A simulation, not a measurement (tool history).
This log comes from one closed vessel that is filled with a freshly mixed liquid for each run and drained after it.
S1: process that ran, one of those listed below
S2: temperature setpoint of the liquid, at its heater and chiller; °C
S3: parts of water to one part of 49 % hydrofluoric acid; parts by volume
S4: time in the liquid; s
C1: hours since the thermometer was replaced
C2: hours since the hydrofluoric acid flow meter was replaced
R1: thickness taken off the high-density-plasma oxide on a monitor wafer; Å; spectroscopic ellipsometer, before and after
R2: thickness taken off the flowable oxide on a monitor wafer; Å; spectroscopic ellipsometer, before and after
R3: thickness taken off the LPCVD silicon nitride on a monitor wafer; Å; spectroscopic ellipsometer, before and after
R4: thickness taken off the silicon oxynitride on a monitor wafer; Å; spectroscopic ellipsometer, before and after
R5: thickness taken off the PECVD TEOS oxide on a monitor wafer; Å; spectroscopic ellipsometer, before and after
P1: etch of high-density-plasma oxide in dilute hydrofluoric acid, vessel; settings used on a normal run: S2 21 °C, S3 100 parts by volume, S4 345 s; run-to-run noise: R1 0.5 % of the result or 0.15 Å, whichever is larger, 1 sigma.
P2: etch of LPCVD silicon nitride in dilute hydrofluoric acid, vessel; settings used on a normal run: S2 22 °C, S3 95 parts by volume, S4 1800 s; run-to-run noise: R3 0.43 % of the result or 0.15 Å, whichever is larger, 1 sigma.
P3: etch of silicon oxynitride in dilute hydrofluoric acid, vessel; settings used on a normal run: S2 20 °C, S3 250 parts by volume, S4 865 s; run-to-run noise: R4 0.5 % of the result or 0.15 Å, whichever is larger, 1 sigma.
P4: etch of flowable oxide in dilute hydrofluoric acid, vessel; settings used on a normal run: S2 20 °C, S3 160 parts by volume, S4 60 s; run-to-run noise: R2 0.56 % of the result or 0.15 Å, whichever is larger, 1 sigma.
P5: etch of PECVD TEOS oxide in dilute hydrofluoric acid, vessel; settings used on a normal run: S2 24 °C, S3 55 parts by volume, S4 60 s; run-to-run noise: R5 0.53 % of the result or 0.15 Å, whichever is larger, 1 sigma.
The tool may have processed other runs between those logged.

| run | hour | S1 | S2 | S3 | S4 | C1 | C2 | R1 | R2 | R3 | R4 | R5 |
|---|---|---|---|---|---|---|---|---|---|---|---|---|
| 1 | 4.2 | P1 | 21 | 100 | 345 | 594.1 | 305 | 156.41 |  |  |  |  |
| 2 | 8.9 | P4 | 20 | 160 | 60 | 598.8 | 309.7 |  | 80.491 |  |  |  |
|  | 13.1 | thermometer replaced |
| 3 | 13.8 | P2 | 22 | 165 | 1800 | 0.8 | 314.6 |  |  | 50.469 |  |  |
| 4 | 17.1 | P1 | 21 | 100 | 345 | 4.1 | 317.9 | 155.96 |  |  |  |  |
| 5 | 20.6 | P1 | 21 | 100 | 345 | 7.6 | 321.4 | 156.22 |  |  |  |  |
| 6 | 23 | P1 | 21 | 180 | 345 | 10 | 323.8 | 79.304 |  |  |  |  |
| 7 | 26.3 | P3 | 20 | 250 | 1315 | 13.3 | 327.1 |  |  |  | 76.913 |  |
| 8 | 31 | P1 | 21 | 20 | 345 | 18 | 331.8 | 856.38 |  |  |  |  |
| 9 | 33.4 | P2 | 26 | 95 | 1800 | 20.4 | 334.2 |  |  | 114.45 |  |  |
| 10 | 37.2 | P4 | 24 | 160 | 60 | 24.2 | 338 |  | 94.623 |  |  |  |
| 11 | 39.5 | P4 | 20 | 160 | 30 | 26.5 | 340.3 |  | 40.087 |  |  |  |
| 12 | 43.8 | P1 | 21 | 100 | 345 | 30.8 | 344.6 | 155.96 |  |  |  |  |
| 13 | 46.3 | P1 | 21 | 100 | 670 | 33.3 | 347.1 | 302.77 |  |  |  |  |
| 14 | 48.9 | P1 | 21 | 100 | 345 | 35.9 | 349.7 | 154.6 |  |  |  |  |
| 15 | 52.2 | P1 | 21 | 100 | 195 | 39.2 | 353 | 87.688 |  |  |  |  |
| 16 | 55.6 | P2 | 22 | 95 | 2610 | 42.6 | 356.4 |  |  | 125.79 |  |  |
| 17 | 58.6 | P3 | 17 | 250 | 865 | 45.6 | 359.4 |  |  |  | 44.476 |  |
| 18 | 62.1 | P3 | 20 | 55 | 865 | 49.1 | 362.9 |  |  |  | 267.29 |  |
| 19 | 65.3 | P1 | 21 | 100 | 345 | 52.3 | 366.1 | 156.83 |  |  |  |  |
| 20 | 69.2 | P2 | 22 | 95 | 1800 | 56.2 | 370 |  |  | 87.846 |  |  |
| 21 | 72.6 | P2 | 22 | 95 | 1800 | 59.6 | 373.4 |  |  | 87.365 |  |  |
| 22 | 77.3 | P1 | 28.5 | 100 | 345 | 64.3 | 378.1 | 208.4 |  |  |  |  |
| 23 | 80 | P1 | 17 | 100 | 345 | 67 | 380.8 | 132.55 |  |  |  |  |
| 24 | 83.9 | P1 | 17 | 175 | 345 | 70.9 | 384.7 | 69.817 |  |  |  |  |
| 25 | 87.3 | P3 | 20 | 250 | 865 | 74.3 | 388.1 |  |  |  | 50.444 |  |
| 26 | 91.3 | P5 | 24 | 55 | 30 | 78.3 | 392.1 |  |  |  |  | 89.379 |
| 27 | 94.2 | P5 | 28 | 55 | 60 | 81.2 | 395 |  |  |  |  | 212.08 |
| 28 | 97.3 | P5 | 24 | 55 | 60 | 84.3 | 398.1 |  |  |  |  | 178.97 |
| 29 | 102.2 | P4 | 20 | 270 | 60 | 89.2 | 403 |  | 43.298 |  |  |  |
| 30 | 106 | P4 | 20 | 160 | 60 | 93 | 406.8 |  | 80.688 |  |  |  |
| 31 | 109.6 | P5 | 24 | 55 | 60 | 96.6 | 410.4 |  |  |  |  | 179.07 |
| 32 | 111.9 | P1 | 21 | 100 | 345 | 98.9 | 412.7 | 154.48 |  |  |  |  |
| 33 | 116.4 | P3 | 20 | 250 | 865 | 103.4 | 417.2 |  |  |  | 51.026 |  |
| 34 | 119.2 | P5 | 24 | 25 | 60 | 106.2 | 420 |  |  |  |  | 412.26 |
| 35 | 122.2 | P1 | 21 | 100 | 345 | 109.2 | 423 | 155.5 |  |  |  |  |

What will run 36 give?
| 36 | 124.7 | P1 | 21 | 100 | 345 | 111.7 | 425.5 | ? |  |  |  |  |

Run 36 produced R1 161.05 Å.
